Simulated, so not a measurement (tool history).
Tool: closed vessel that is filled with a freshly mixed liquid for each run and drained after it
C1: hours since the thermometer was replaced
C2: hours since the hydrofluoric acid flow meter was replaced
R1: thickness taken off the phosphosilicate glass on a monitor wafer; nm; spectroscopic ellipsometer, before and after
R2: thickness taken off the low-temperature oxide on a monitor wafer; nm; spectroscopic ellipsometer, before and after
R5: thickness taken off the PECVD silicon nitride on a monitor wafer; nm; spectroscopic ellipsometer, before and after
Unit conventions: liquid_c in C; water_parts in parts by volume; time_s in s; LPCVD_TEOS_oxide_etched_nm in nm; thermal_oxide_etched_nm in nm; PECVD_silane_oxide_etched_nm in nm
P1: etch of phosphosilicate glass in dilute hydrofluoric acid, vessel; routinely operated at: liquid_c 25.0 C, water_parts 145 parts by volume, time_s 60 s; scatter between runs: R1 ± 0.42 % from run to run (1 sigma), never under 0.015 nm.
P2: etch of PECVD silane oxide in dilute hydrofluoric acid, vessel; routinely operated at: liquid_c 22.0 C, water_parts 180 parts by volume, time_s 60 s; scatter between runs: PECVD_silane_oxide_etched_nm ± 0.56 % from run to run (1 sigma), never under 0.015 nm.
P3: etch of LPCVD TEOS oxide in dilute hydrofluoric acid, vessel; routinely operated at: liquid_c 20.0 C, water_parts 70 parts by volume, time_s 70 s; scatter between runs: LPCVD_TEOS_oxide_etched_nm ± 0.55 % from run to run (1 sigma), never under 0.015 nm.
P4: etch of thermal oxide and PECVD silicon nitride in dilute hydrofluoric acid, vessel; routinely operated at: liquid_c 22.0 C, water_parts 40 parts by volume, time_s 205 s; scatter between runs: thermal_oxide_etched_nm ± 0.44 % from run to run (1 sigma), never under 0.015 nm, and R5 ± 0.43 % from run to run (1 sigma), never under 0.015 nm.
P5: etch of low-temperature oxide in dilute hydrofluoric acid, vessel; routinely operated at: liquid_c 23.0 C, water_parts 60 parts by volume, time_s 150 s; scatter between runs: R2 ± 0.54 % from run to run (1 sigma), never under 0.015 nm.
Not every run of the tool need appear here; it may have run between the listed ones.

Run 1, hour 8.8: process P1, liquid_c 25.0 C, water_parts 145 parts by volume, time_s 60 s; C1 854.7; C2 380.7. Result: R1 32.340 nm.
Run 2, hour 15.2: process P5, liquid_c 23.0 C, water_parts 20 parts by volume, time_s 150 s; C1 861.1; C2 387.1. Result: R2 93.525 nm.
Run 3, hour 20.3: process P3, liquid_c 20.0 C, water_parts 70 parts by volume, time_s 70 s; C1 866.2; C2 392.2. Result: LPCVD_TEOS_oxide_etched_nm 18.815 nm.
Run 4, hour 28.9: process P4, liquid_c 18.0 C, water_parts 40 parts by volume, time_s 205 s; C1 874.8; C2 400.8. Result: thermal_oxide_etched_nm 19.5470 nm, R5 9.3585 nm.
Run 5, hour 38.3: process P1, liquid_c 25.0 C, water_parts 205 parts by volume, time_s 60 s; C1 884.2; C2 410.2. Result: R1 21.193 nm.
Run 6, hour 44.2: process P1, liquid_c 31.0 C, water_parts 145 parts by volume, time_s 60 s; C1 890.1; C2 416.1. Result: R1 40.197 nm.
Run 7, hour 51.0: process P5, liquid_c 27.0 C, water_parts 60 parts by volume, time_s 150 s; C1 896.9; C2 422.9. Result: R2 34.826 nm.
Run 8, hour 60.6: process P1, liquid_c 25.0 C, water_parts 75 parts by volume, time_s 60 s; C1 906.5; C2 432.5. Result: R1 68.357 nm.
Run 9, hour 66.4: process P1, liquid_c 17.5 C, water_parts 145 parts by volume, time_s 60 s; C1 912.3; C2 438.3. Result: R1 24.296 nm.
Run 10, hour 73.4: process P4, liquid_c 22.0 C, water_parts 40 parts by volume, time_s 80 s; C1 919.3; C2 445.3. Result: thermal_oxide_etched_nm 9.0025 nm, R5 4.7920 nm.
Run 11, hour 78.1: process P2, liquid_c 22.0 C, water_parts 75 parts by volume, time_s 60 s; C1 924.0; C2 450.0. Result: PECVD_silane_oxide_etched_nm 37.5760 nm.
Run 12, hour 86.4: process P2, liquid_c 27.0 C, water_parts 180 parts by volume, time_s 60 s; C1 932.3; C2 458.3. Result: PECVD_silane_oxide_etched_nm 16.6420 nm.
Run 13, hour 93.0: process P4, liquid_c 22.0 C, water_parts 40 parts by volume, time_s 205 s; C1 938.9; C2 464.9. Result: thermal_oxide_etched_nm 23.0250 nm, R5 12.2200 nm.
Run 14, hour 103.0: process P3, liquid_c 20.0 C, water_parts 70 parts by volume, time_s 110 s; C1 948.9; C2 474.9. Result: LPCVD_TEOS_oxide_etched_nm 29.437 nm.
Run 15, hour 107.4: process P1, liquid_c 25.0 C, water_parts 145 parts by volume, time_s 60 s; C1 953.3; C2 479.3. Result: R1 32.415 nm.
Run 16, hour 112.3: process P2, liquid_c 22.0 C, water_parts 180 parts by volume, time_s 60 s; C1 958.2; C2 484.2. Result: PECVD_silane_oxide_etched_nm 13.8000 nm.
Run 17, hour 120.5: process P5, liquid_c 23.0 C, water_parts 60 parts by volume, time_s 270 s; C1 966.4; C2 492.4. Result: R2 53.053 nm.
Run 18, hour 127.7: process P3, liquid_c 17.0 C, water_parts 70 parts by volume, time_s 70 s; C1 973.6; C2 499.6. Result: LPCVD_TEOS_oxide_etched_nm 16.446 nm.
Run 19, hour 132.8: process P4, liquid_c 22.0 C, water_parts 20 parts by volume, time_s 205 s; C1 978.7; C2 504.7. Result: thermal_oxide_etched_nm 47.2020 nm, R5 23.8640 nm.
Run 20, hour 140.9: process P2, liquid_c 22.0 C, water_parts 180 parts by volume, time_s 60 s; C1 986.8; C2 512.8. Result: PECVD_silane_oxide_etched_nm 13.6930 nm.
Run 21, hour 149.9: process P1, liquid_c 25.0 C, water_parts 145 parts by volume, time_s 30 s; C1 995.8; C2 521.8. Result: R1 16.202 nm.
Run 22, hour 156.7: process P1, liquid_c 18.0 C, water_parts 145 parts by volume, time_s 30 s; C1 1002.6; C2 528.6. Result: R1 12.294 nm.
Run 23, hour 163.4: process P2, liquid_c 22.0 C, water_parts 180 parts by volume, time_s 30 s; C1 1009.3; C2 535.3. Result: PECVD_silane_oxide_etched_nm 6.9127 nm.
At hour 166.3: hydrofluoric acid flow meter replaced.
Run 24, hour 171.5: process P1, liquid_c 25.0 C, water_parts 145 parts by volume, time_s 95 s; C1 1017.4; C2 5.2. Result: R1 50.957 nm.
Run 25, hour 176.0: process P1, liquid_c 25.0 C, water_parts 145 parts by volume, time_s 60 s; C1 1021.9; C2 9.7. Result: R1 32.225 nm.
Run 26, hour 182.0: process P3, liquid_c 20.0 C, water_parts 70 parts by volume, time_s 70 s; C1 1027.9; C2 15.7. Result: LPCVD_TEOS_oxide_etched_nm 18.666 nm.
Run 27, hour 189.5: process P1, liquid_c 25.0 C, water_parts 145 parts by volume, time_s 60 s; C1 1035.4; C2 23.2. Result: R1 32.545 nm.
Run 28, hour 195.8: process P1, liquid_c 25.0 C, water_parts 145 parts by volume, time_s 60 s; C1 1041.7; C2 29.5. Result: R1 32.299 nm.
Run 29, hour 205.4: process P3, liquid_c 20.0 C, water_parts 20 parts by volume, time_s 70 s; C1 1051.3; C2 39.1. Result: LPCVD_TEOS_oxide_etched_nm 69.365 nm.
Run 30, hour 213.6: process P4, liquid_c 22.0 C, water_parts 40 parts by volume, time_s 205 s; C1 1059.5; C2 47.3. Result: thermal_oxide_etched_nm 23.1120 nm, R5 12.3850 nm.
Run 31, hour 222.2: process P5, liquid_c 23.0 C, water_parts 60 parts by volume, time_s 150 s; C1 1068.1; C2 55.9. Result: R2 29.702 nm.
Run 32, hour 228.2: process P1, liquid_c 25.0 C, water_parts 145 parts by volume, time_s 60 s; C1 1074.1; C2 61.9. Result: R1 32.383 nm.
Run 33, hour 235.5: process P1, liquid_c 25.0 C, water_parts 145 parts by volume, time_s 60 s; C1 1081.4; C2 69.2. Result: R1 33.831 nm.
Run 34, hour 241.8: process P1, liquid_c 25.0 C, water_parts 145 parts by volume, time_s 60 s; C1 1087.7; C2 75.5. Result: R1 34.246 nm.
Run 35, hour 246.8: process P1, liquid_c 25.0 C, water_parts 145 parts by volume, time_s 60 s; C1 1092.7; C2 80.5. Result: R1 34.423 nm.
Run 36, hour 253.5: process P1, liquid_c 25.0 C, water_parts 145 parts by volume, time_s 60 s; C1 1099.4; C2 87.2. Result: R1 34.572 nm.
Run 37, hour 258.2: process P1, liquid_c 25.0 C, water_parts 145 parts by volume, time_s 60 s; C1 1104.1; C2 91.9. Result: R1 34.420 nm.
Run 38, hour 266.8: process P1, liquid_c 25.0 C, water_parts 145 parts by volume, time_s 60 s; C1 1112.7; C2 100.5. Result: R1 34.578 nm.

The output of P1 has drifted from where it used to be. Each of the 2 causes below, taken at the size shown beside it, accounts for the log equally well:
A: liquid hotter than its thermometer reads (K) = 1.79
B: hydrofluoric acid flow above the setpoint (%) = 5.91
The gradual shift began around hour 228.2.

Consider the 4 single-wafer check runs listed below, results given as question marks: which one distinguishes between the causes by giving clearly different results for each?
Run check 1, hour 275.4: process P3, liquid_c 20.0 C, water_parts 70 parts by volume, time_s 70 s. Result: LPCVD_TEOS_oxide_etched_nm ?.
Run check 2, hour 275.4: process P5, liquid_c 23.0 C, water_parts 60 parts by volume, time_s 150 s. Result: R2 ?.
Run check 3, hour 275.4: process P4, liquid_c 22.0 C, water_parts 40 parts by volume, time_s 205 s. Result: thermal_oxide_etched_nm ?, R5 ?.
Run check 4, hour 275.4: process P2, liquid_c 22.0 C, water_parts 180 parts by volume, time_s 60 s. Result: PECVD_silane_oxide_etched_nm ?.

Outcome of each check run for each possible cause:
  check                        result     if A     if B
check 1    LPCVD_TEOS_oxide_etched_nm   20.188   19.940
check 2                            R2   31.816   31.455
check 3       thermal_oxide_etched_nm  24.8280  24.4660
check 3                            R5  13.9400  13.0410
check 4  PECVD_silane_oxide_etched_nm  14.7560  14.7580
How far apart the two closest causes lie, in the result that separates them most: check 1 1.24 %; check 2 1.14 %; check 3 6.66 %; check 4 0.02 %
Only check 3 tells the causes apart: in the others they would give nearly the same result.

Running check 3 produced the following: thermal_oxide_etched_nm 24.4260 nm; R5 12.9700 nm. Which one of the listed causes fits?

It is B: hydrofluoric acid flow above the setpoint (%).
